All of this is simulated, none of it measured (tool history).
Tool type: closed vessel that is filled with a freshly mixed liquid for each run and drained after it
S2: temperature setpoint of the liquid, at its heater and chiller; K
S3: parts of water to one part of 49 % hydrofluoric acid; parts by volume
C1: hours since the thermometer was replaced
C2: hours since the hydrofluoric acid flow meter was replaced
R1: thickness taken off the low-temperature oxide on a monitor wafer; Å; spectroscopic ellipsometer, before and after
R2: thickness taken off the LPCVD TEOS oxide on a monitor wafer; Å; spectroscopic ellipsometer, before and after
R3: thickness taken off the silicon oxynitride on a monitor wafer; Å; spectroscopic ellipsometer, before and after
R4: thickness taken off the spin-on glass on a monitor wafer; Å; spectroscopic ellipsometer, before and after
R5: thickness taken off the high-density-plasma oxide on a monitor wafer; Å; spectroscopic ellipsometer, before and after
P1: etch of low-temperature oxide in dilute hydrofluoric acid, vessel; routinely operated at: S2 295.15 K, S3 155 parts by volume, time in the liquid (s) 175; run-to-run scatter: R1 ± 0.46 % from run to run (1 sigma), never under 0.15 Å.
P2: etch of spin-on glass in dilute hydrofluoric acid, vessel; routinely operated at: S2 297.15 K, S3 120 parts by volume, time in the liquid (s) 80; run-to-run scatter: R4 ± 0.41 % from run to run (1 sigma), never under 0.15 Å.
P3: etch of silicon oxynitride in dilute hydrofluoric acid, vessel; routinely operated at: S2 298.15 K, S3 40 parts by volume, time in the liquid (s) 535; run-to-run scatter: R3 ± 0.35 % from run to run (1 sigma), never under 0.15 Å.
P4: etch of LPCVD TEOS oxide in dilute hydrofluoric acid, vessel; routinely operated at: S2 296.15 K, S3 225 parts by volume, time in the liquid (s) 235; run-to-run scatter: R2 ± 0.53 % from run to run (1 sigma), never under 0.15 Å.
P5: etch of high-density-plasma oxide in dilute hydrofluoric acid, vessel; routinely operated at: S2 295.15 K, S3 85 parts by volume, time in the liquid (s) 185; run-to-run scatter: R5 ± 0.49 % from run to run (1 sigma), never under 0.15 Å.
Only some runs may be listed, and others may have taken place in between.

{"run": 1, "day": 0.654, "process that ran": "P1", "S2": 295.15, "S3": 155, "time in the liquid (s)": 175, "C1": 624.5, "C2": 487, "R1": 191.11}
{"run": 2, "day": 1.267, "process that ran": "P4", "S2": 296.15, "S3": 225, "time in the liquid (s)": 425, "C1": 639.2, "C2": 501.7, "R2": 346.53}
{"run": 3, "day": 1.767, "process that ran": "P3", "S2": 298.15, "S3": 40, "time in the liquid (s)": 535, "C1": 651.2, "C2": 513.7, "R3": 404.9}
{"run": 4, "day": 2.433, "process that ran": "P4", "S2": 290.15, "S3": 225, "time in the liquid (s)": 235, "C1": 667.2, "C2": 529.7, "R2": 154.25}
{"run": 5, "day": 2.962, "process that ran": "P2", "S2": 297.15, "S3": 120, "time in the liquid (s)": 80, "C1": 679.9, "C2": 542.4, "R4": 337.48}
{"run": 6, "day": 3.404, "process that ran": "P1", "S2": 295.15, "S3": 155, "time in the liquid (s)": 175, "C1": 690.5, "C2": 553, "R1": 191.65}
{"run": 7, "day": 4.192, "process that ran": "P1", "S2": 295.15, "S3": 275, "time in the liquid (s)": 175, "C1": 709.4, "C2": 571.9, "R1": 95.805}
{"run": 8, "day": 4.946, "process that ran": "P5", "S2": 295.15, "S3": 150, "time in the liquid (s)": 185, "C1": 727.5, "C2": 590, "R5": 73.318}
{"run": 9, "day": 5.658, "process that ran": "P3", "S2": 298.15, "S3": 40, "time in the liquid (s)": 1065, "C1": 744.6, "C2": 607.1, "R3": 803.64}
{"run": 10, "day": 6.112, "process that ran": "P1", "S2": 295.15, "S3": 155, "time in the liquid (s)": 55, "C1": 755.5, "C2": 618, "R1": 60.534}
{"run": 11, "day": 6.621, "process that ran": "P5", "S2": 303.65, "S3": 85, "time in the liquid (s)": 185, "C1": 767.7, "C2": 630.2, "R5": 195.63}
{"run": 12, "day": 7.346, "process that ran": "P2", "S2": 297.15, "S3": 120, "time in the liquid (s)": 30, "C1": 785.1, "C2": 647.6, "R4": 127.38}
{"run": 13, "day": 7.975, "process that ran": "P1", "S2": 295.15, "S3": 75, "time in the liquid (s)": 175, "C1": 800.2, "C2": 662.7, "R1": 433.54}
{"run": 14, "day": 8.646, "process that ran": "P1", "S2": 290.15, "S3": 155, "time in the liquid (s)": 175, "C1": 816.3, "C2": 678.8, "R1": 156.18}
{"run": 15, "day": 9.304, "process that ran": "P4", "S2": 296.15, "S3": 325, "time in the liquid (s)": 235, "C1": 832.1, "C2": 694.6, "R2": 121.81}
{"run": 16, "day": 10.025, "process that ran": "P1", "S2": 295.15, "S3": 155, "time in the liquid (s)": 175, "C1": 849.4, "C2": 711.9, "R1": 192.71}
{"run": 17, "day": 10.8, "process that ran": "P3", "S2": 298.15, "S3": 25, "time in the liquid (s)": 535, "C1": 868, "C2": 730.5, "R3": 653.49}
{"run": 18, "day": 11.308, "process that ran": "P5", "S2": 295.15, "S3": 85, "time in the liquid (s)": 185, "C1": 880.2, "C2": 742.7, "R5": 139.27}
{"run": 19, "day": 11.9, "process that ran": "P2", "S2": 290.15, "S3": 120, "time in the liquid (s)": 80, "C1": 894.4, "C2": 756.9, "R4": 256.76}
{"run": 20, "day": 12.621, "process that ran": "P2", "S2": 297.15, "S3": 215, "time in the liquid (s)": 80, "C1": 911.7, "C2": 774.2, "R4": 169.84}
{"run": 21, "day": 13.212, "process that ran": "P3", "S2": 298.15, "S3": 40, "time in the liquid (s)": 535, "C1": 925.9, "C2": 788.4, "R3": 403.59}
{"run": 22, "day": 13.671, "process that ran": "P1", "S2": 300.65, "S3": 155, "time in the liquid (s)": 175, "C1": 936.9, "C2": 799.4, "R1": 234.27}
{"run": 23, "day": 14.283, "process that ran": "P1", "S2": 295.15, "S3": 155, "time in the liquid (s)": 175, "C1": 951.6, "C2": 814.1, "R1": 189.78}
{"run": 24, "day": 14.738, "process that ran": "P1", "S2": 295.15, "S3": 240, "time in the liquid (s)": 95, "C1": 962.5, "C2": 825, "R1": 61.668}
{"run": 25, "day": 15.171, "process that ran": "P5", "S2": 295.15, "S3": 85, "time in the liquid (s)": 265, "C1": 972.9, "C2": 835.4, "R5": 201.56}
{"run": 26, "day": 15.738, "process that ran": "P4", "S2": 296.15, "S3": 225, "time in the liquid (s)": 235, "C1": 986.5, "C2": 849, "R2": 190.81}
{"run": 27, "day": 16.262, "process that ran": "P3", "S2": 291.65, "S3": 40, "time in the liquid (s)": 535, "C1": 999.1, "C2": 861.6, "R3": 295.64}
{"run": 28, "day": 16.758, "process that ran": "P1", "S2": 295.15, "S3": 155, "time in the liquid (s)": 175, "C1": 1011, "C2": 873.5, "R1": 191.17}
{"run": 29, "day": 17.138, "process that ran": "P2", "S2": 297.15, "S3": 120, "time in the liquid (s)": 80, "C1": 1020.1, "C2": 882.6, "R4": 338.88}
{"run": 30, "day": 17.608, "process that ran": "P1", "S2": 295.15, "S3": 155, "time in the liquid (s)": 255, "C1": 1031.4, "C2": 893.9, "R1": 279.82}
{"run": 31, "day": 18.238, "process that ran": "P1", "S2": 295.15, "S3": 155, "time in the liquid (s)": 175, "C1": 1046.5, "C2": 909, "R1": 190.93}
{"run": 32, "day": 18.912, "process that ran": "P1", "S2": 295.15, "S3": 155, "time in the liquid (s)": 175, "C1": 1062.7, "C2": 925.2, "R1": 192.65}
{"run": 33, "day": 19.375, "process that ran": "P1", "S2": 295.15, "S3": 155, "time in the liquid (s)": 175, "C1": 1073.8, "C2": 936.3, "R1": 195.52}
{"run": 34, "day": 19.854, "process that ran": "P1", "S2": 295.15, "S3": 155, "time in the liquid (s)": 175, "C1": 1085.3, "C2": 947.8, "R1": 198.76}
{"run": 35, "day": 20.492, "process that ran": "P1", "S2": 295.15, "S3": 155, "time in the liquid (s)": 175, "C1": 1100.6, "C2": 963.1, "R1": 201.76}
{"run": 36, "day": 20.846, "process that ran": "P1", "S2": 295.15, "S3": 155, "time in the liquid (s)": 175, "C1": 1109.1, "C2": 971.6, "R1": 202}
{"run": 37, "day": 21.608, "process that ran": "P1", "S2": 295.15, "S3": 155, "time in the liquid (s)": 175, "C1": 1127.4, "C2": 989.9, "R1": 202.74}
{"run": 38, "day": 22.312, "process that ran": "P1", "S2": 295.15, "S3": 155, "time in the liquid (s)": 175, "C1": 1144.3, "C2": 1006.8, "R1": 204.3}
{"run": 39, "day": 23.025, "process that ran": "P1", "S2": 295.15, "S3": 155, "time in the liquid (s)": 175, "C1": 1161.4, "C2": 1023.9, "R1": 205.36}
{"run": 40, "day": 23.6, "process that ran": "P1", "S2": 295.15, "S3": 155, "time in the liquid (s)": 175, "C1": 1175.2, "C2": 1037.7, "R1": 204.88}
{"run": 41, "day": 24.012, "process that ran": "P1", "S2": 295.15, "S3": 155, "time in the liquid (s)": 175, "C1": 1185.1, "C2": 1047.6, "R1": 206.97}
{"run": 42, "day": 24.579, "process that ran": "P1", "S2": 295.15, "S3": 155, "time in the liquid (s)": 175, "C1": 1198.7, "C2": 1061.2, "R1": 206.43}
{"run": 43, "day": 25.021, "process that ran": "P1", "S2": 295.15, "S3": 155, "time in the liquid (s)": 175, "C1": 1209.3, "C2": 1071.8, "R1": 206.11}

P1 no longer gives what it gave before; its output has crept away from where it was. The following 2 causes, each at its listed size, fit the log equally well:
A: hydrofluoric acid flow above the setpoint (%) = 6.61
B: liquid hotter than its thermometer reads (K) = 1.94
The gradual shift began around day 18.912.

Listed below are the offered check runs, one wafer per run, with question marks in place of results. For which of them would the causes give clearly different outcomes?
{"run": "check 1", "day": 25.462, "process that ran": "P4", "S2": 291.15, "S3": 225, "time in the liquid (s)": 420, "R2": "?"}
{"run": "check 2", "day": 25.462, "process that ran": "P3", "S2": 294.65, "S3": 40, "time in the liquid (s)": 740, "R3": "?"}
{"run": "check 3", "day": 25.462, "process that ran": "P5", "S2": 301.65, "S3": 145, "time in the liquid (s)": 185, "R5": "?"}
{"run": "check 4", "day": 25.462, "process that ran": "P2", "S2": 297.15, "S3": 205, "time in the liquid (s)": 80, "R4": "?"}

Expected result of each check under each candidate cause:
check=check_1 result=R2 if_A=306.11 if_B=305.46
check=check_2 result=R3 if_A=503.96 if_B=519.69
check=check_3 result=R5 if_A=105.56 if_B=105.02
check=check_4 result=R4 if_A=195.47 if_B=194.11
Distance between the nearest two causes, measured in the result of the check that separates them most: check 1 0.21 %; check 2 3.07 %; check 3 0.51 %; check 4 0.7 %
Check 2 is the one run that separates the causes; every other check would come out nearly the same whichever cause is at work.

Check 2 was then run and gave: R3 504.37 Å. Which cause is it?

The cause is A: hydrofluoric acid flow above the setpoint (%).

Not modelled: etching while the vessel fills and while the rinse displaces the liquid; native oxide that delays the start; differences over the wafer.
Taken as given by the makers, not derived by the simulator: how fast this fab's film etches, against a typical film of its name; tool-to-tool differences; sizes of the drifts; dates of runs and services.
